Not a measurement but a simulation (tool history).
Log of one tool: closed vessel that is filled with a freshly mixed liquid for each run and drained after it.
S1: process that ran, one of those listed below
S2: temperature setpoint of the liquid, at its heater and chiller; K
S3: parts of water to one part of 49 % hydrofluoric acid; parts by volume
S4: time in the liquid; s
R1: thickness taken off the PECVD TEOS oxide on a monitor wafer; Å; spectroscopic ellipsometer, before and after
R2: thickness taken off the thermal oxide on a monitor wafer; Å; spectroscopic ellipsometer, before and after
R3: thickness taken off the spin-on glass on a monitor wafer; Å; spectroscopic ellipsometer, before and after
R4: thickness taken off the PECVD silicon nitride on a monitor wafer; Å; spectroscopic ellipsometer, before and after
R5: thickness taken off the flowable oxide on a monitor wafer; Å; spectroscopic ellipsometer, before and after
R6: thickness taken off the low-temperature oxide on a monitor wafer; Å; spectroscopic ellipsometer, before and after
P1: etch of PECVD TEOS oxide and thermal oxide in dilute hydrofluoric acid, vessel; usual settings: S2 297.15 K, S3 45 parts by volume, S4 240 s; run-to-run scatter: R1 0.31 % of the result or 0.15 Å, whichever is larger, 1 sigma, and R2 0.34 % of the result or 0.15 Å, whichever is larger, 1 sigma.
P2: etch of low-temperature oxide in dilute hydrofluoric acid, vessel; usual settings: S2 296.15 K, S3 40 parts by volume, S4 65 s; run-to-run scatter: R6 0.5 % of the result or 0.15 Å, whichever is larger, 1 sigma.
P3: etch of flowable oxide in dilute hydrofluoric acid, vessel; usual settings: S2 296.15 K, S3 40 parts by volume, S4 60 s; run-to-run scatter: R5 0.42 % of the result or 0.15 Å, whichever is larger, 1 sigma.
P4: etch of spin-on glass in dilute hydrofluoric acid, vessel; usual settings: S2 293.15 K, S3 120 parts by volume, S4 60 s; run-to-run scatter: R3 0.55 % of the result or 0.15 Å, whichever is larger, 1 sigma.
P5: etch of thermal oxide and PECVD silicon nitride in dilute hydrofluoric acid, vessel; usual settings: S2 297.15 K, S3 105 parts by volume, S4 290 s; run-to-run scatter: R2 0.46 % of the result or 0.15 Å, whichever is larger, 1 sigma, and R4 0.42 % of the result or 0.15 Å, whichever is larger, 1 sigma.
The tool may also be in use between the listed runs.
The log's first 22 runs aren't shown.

| run | day | S1 | S2 | S3 | S4 | R1 | R2 | R3 | R4 | R5 | R6 |
|---|---|---|---|---|---|---|---|---|---|---|---|
| 23 | 8.633 | P1 | 297.15 | 45 | 240 | 567.88 | 290.270 |  |  |  |  |
| 24 | 9.075 | P4 | 298.15 | 120 | 60 |  |  | 263.28 |  |  |  |
| 25 | 9.533 | P5 | 297.15 | 185 | 290 |  | 64.617 |  | 62.828 |  |  |
| 26 | 10.000 | P1 | 297.15 | 45 | 240 | 569.89 | 291.160 |  |  |  |  |
| 27 | 10.354 | P4 | 293.15 | 120 | 60 |  |  | 218.63 |  |  |  |
| 28 | 10.804 | P1 | 297.15 | 45 | 240 | 568.62 | 291.650 |  |  |  |  |
| 29 | 11.212 | P2 | 296.15 | 40 | 30 |  |  |  |  |  | 98.908 |
| 30 | 11.625 | P3 | 296.15 | 40 | 60 |  |  |  |  | 670.12 |  |

Forecast run 31:
| 31 | 11.879 | P5 | 297.15 | 105 | 455 |  | ? |  | ? |  |  |

Run 31 gave R2 193.700 Å, R4 173.730 Å.
